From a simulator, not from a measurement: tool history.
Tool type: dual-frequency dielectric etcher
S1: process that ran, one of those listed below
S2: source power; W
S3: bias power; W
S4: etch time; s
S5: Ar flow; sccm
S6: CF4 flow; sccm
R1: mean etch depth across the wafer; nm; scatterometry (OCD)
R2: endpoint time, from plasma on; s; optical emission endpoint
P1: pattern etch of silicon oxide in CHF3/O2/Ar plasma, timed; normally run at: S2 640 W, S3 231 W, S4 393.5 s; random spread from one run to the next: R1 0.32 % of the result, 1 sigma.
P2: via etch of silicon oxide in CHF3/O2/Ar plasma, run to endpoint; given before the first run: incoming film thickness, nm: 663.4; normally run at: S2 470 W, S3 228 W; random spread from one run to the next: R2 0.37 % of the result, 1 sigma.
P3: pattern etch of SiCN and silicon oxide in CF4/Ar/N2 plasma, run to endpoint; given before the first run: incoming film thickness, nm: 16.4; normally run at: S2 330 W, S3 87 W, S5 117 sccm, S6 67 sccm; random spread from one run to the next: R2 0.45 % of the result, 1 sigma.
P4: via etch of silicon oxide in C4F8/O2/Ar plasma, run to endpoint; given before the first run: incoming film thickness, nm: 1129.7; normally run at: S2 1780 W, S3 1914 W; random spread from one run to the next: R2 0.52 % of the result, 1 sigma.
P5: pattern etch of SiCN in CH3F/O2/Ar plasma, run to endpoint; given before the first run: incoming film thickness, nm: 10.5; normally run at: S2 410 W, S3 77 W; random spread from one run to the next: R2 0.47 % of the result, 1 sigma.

run	hour	S1	S2	S3	S4	S5	S6	R1	R2
1	11.1	P1	640	231	393.5			889.38	
2	18.6	P4	1780	2640					212.97
3	32.3	P1	640	135	393.5			741.93	
4	41.8	P1	640	231	393.5			882.79	
5	50.1	P2	470	228					334.86
6	58.8	P1	640	231	393.5			883.09	
7	66.6	P4	1780	1914					235.12
8	75	P1	640	302	393.5			977.33	
9	84.1	P2	470	306					300.34
10	94.5	P1	510	231	539.5			1108.6	
11	107.1	P1	410	231	393.5			749.98	
12	120.2	P5	410	77					27.645
13	130	P3	330	87		161	67		25.654
14	143.4	P1	640	231	393.5			886.05	
15	157.6	P3	330	87		117	67		24.334
16	172.5	P1	810	144	393.5			828.94	
17	182.6	P1	640	319	305.5			771.78	
18	194.3	P1	640	231	544.5			1223.3	
19	207.4	P4	2320	1914					210.86
20	217.6	P3	390	87		117	67		20.971
21	231.5	P1	640	231	288.5			652.26	
22	241.4	P5	410	100					24.832
23	249.5	P2	560	228					314.43
24	264.5	P5	520	77					25.042
25	279.7	P1	640	231	393.5			884.42	
26	294	P3	330	121		117	67		21.521
27	308.2	P1	890	231	393.5			1003.2	
28	320.2	P2	470	228					336.07
# hour 327: wet clean of the chamber
29	331.6	P3	330	87		117	90		23.315
30	343.2	P4	1780	1914					232.28
31	355.1	P3	330	87		117	67		24.417
32	366.4	P1	640	231	393.5			886.04	
33	373.9	P1	640	231	393.5			879.56	
34	386.5	P1	640	231	393.5			878.06	
35	394.7	P1	640	231	393.5			874.45	
36	402.7	P1	640	231	393.5			869.08	
37	413	P1	640	231	393.5			872.54	
# hour 417.1: wet clean of the chamber
38	419.8	P1	640	231	393.5			872.76	
39	429.2	P1	640	231	393.5			876.36	
40	444.1	P1	640	231	393.5			873.75	
41	458.5	P1	640	231	393.5			869.28	

What P1 gives has crept off from where it sat before. The 2 causes that follow fit the log equally well, each at the size noted:
A: source power that arrives under what is set, % = 4.15
B: bias power that arrives under what is set, % = 4.48
The creep began at about hour 366.4.
The rest of the possible causes, and what rules out each one:
chamber walls in a state that lowers the etch rate, %: work on it at hour 417.1, done after the drift set in, did not restore what the process gave before

The 4 check runs listed below each average the results of 3 wafers, and their outcomes are marked with question marks. Under which run would the listed causes produce clearly different results?
check 1	472.9	P5	410	77					?
check 2	472.9	P3	330	87		117	67		?
check 3	472.9	P2	470	228					?
check 4	472.9	P4	1780	1914					?

Check results expected under each cause:
check	result	if A	if B
check 1	R2	27.948	27.961
check 2	R2	25.225	24.722
check 3	R2	340.37	340.5
check 4	R2	238.05	237.12
Smallest distance between any two causes, each pair judged by its most separating result, in per cent: check 1 0.05 %; check 2 2.02 %; check 3 0.04 %; check 4 0.39 %
The causes can be told apart only by check 2. The other checks would give nearly the same results under each of them.

After running check 2, the following was obtained: R2 24.658 s. Which cause does this point to?

It was cause B: bias power that arrives under what is set, %.
